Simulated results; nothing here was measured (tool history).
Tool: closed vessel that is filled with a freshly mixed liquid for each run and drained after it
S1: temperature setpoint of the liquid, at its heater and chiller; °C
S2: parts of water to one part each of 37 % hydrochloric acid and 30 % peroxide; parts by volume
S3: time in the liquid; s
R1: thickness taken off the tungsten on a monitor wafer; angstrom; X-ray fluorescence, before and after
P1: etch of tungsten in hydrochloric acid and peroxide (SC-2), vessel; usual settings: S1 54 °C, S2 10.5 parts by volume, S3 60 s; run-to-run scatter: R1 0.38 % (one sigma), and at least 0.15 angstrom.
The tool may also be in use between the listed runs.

Run 1, day 0.412: S1 54 °C, S2 10.5 parts by volume, S3 60 s. Result: R1 173.37 angstrom.
Run 2, day 0.788: S1 54 °C, S2 10.5 parts by volume, S3 60 s. Result: R1 173.87 angstrom.
Run 3, day 1.133: S1 64.5 °C, S2 10.5 parts by volume, S3 60 s. Result: R1 335.44 angstrom.
Run 4, day 1.462: S1 41 °C, S2 10.5 parts by volume, S3 60 s. Result: R1 72.323 angstrom.
Run 5, day 1.729: S1 54 °C, S2 4 parts by volume, S3 60 s. Result: R1 361.74 angstrom.
Run 6, day 2.154: S1 54 °C, S2 17.5 parts by volume, S3 110 s. Result: R1 203.53 angstrom.
Run 7, day 2.579: S1 63.5 °C, S2 10.5 parts by volume, S3 35 s. Result: R1 185.42 angstrom.
Run 8, day 2.821: S1 54 °C, S2 10.5 parts by volume, S3 115 s. Result: R1 331.72 angstrom.
Run 9, day 3.054: S1 54 °C, S2 10.5 parts by volume, S3 60 s. Result: R1 173.54 angstrom.
Run 10, day 3.329: S1 54 °C, S2 10.5 parts by volume, S3 60 s. Result: R1 173.31 angstrom.

The next listed run, before its measurement:
Run 11, day 3.625: S1 54 °C, S2 10.5 parts by volume, S3 60 s. Result: R1 ?.

Run 11 gave R1 172.52 angstrom.

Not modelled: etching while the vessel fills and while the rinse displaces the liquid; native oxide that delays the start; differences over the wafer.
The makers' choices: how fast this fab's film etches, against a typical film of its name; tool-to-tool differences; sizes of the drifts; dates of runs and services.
